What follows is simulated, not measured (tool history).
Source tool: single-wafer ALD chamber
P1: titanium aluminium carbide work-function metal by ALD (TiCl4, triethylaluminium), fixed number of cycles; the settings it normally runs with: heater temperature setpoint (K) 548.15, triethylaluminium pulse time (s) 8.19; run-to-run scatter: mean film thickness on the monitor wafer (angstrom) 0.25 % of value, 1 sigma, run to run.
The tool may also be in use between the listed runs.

run	hour	heater temperature setpoint (K)	triethylaluminium pulse time (s)	hours since the last thermocouple change	hours since the last triethylaluminium bottle change	mean film thickness on the monitor wafer (angstrom)
1	4	548.15	8.19	1247	365.6	17.262
2	7.8	548.15	8.19	1250.8	369.4	17.37
3	10.8	548.15	8.19	1253.8	372.4	17.33
4	13.7	548.15	8.19	1256.7	375.3	17.24
5	16.5	548.15	8.19	1259.5	378.1	17.278
6	19.8	538.15	4.75	1262.8	381.4	14.149
7	22.4	531.15	4.07	1265.4	384	12.716
8	27	524.15	8.19	1270	388.6	15.342
9	31.5	548.15	3.79	1274.5	393.1	13.405
10	35.9	548.15	12.08	1278.9	397.5	18.165
# hour 37.6: thermocouple changed; heater temperature recalibrated
11	39.9	548.15	8.19	2.3	401.5	17.312
12	44.7	548.15	8.19	7.1	406.3	17.272
13	48.6	568.15	8.19	11	410.2	19.001
14	53.2	548.15	8.19	15.6	414.8	17.364
15	58	548.15	8.19	20.4	419.6	17.125
16	61.2	548.15	8.19	23.6	422.8	17.051
17	64	548.15	8.19	26.4	425.6	16.978
18	68.6	548.15	8.19	31	430.2	16.979
19	71	548.15	8.19	33.4	432.6	16.962
20	73.3	548.15	8.19	35.7	434.9	16.898
21	78	548.15	8.19	40.4	439.6	16.977
22	82.8	548.15	8.19	45.2	444.4	16.869
23	87.4	548.15	8.19	49.8	449	16.877
24	91.9	548.15	8.19	54.3	453.5	16.856
25	96.6	548.15	8.19	59	458.2	16.815

P1 no longer gives what it gave before; its output has crept away from where it was. The following 2 causes, each at its listed size, fit the log equally well:
A: triethylaluminium dose below that of a fresh bottle (%) = 12.1
B: wafer temperature below the value expected at the setpoint (K) = 5.45
The gradual shift began around hour 53.2.

Listed below are the offered check runs, one wafer per run, with question marks in place of results. For which of them would the causes give clearly different outcomes?
check 1	101.3	524.15	12.03			?
check 2	101.3	561.15	8.19			?
check 3	101.3	535.15	3.92			?
check 4	101.3	526.15	10.29			?

Check results expected under each cause:
check	result	if A	if B
check 1	mean film thickness on the monitor wafer (angstrom)	15.908	15.993
check 2	mean film thickness on the monitor wafer (angstrom)	17.914	17.934
check 3	mean film thickness on the monitor wafer (angstrom)	12.01	12.458
check 4	mean film thickness on the monitor wafer (angstrom)	15.775	15.782
Per check, the gap between the least separated pair of causes, taken in the result that splits them most: check 1 0.53 %; check 2 0.11 %; check 3 3.66 %; check 4 0.05 %
Check 3 distinguishes between the causes, while the remaining checks would return nearly the same result for all of them.

Check 3 was carried out, with these results: mean film thickness on the monitor wafer (angstrom) 12.044. Which of the listed causes is responsible?

It is A: triethylaluminium dose below that of a fresh bottle (%).
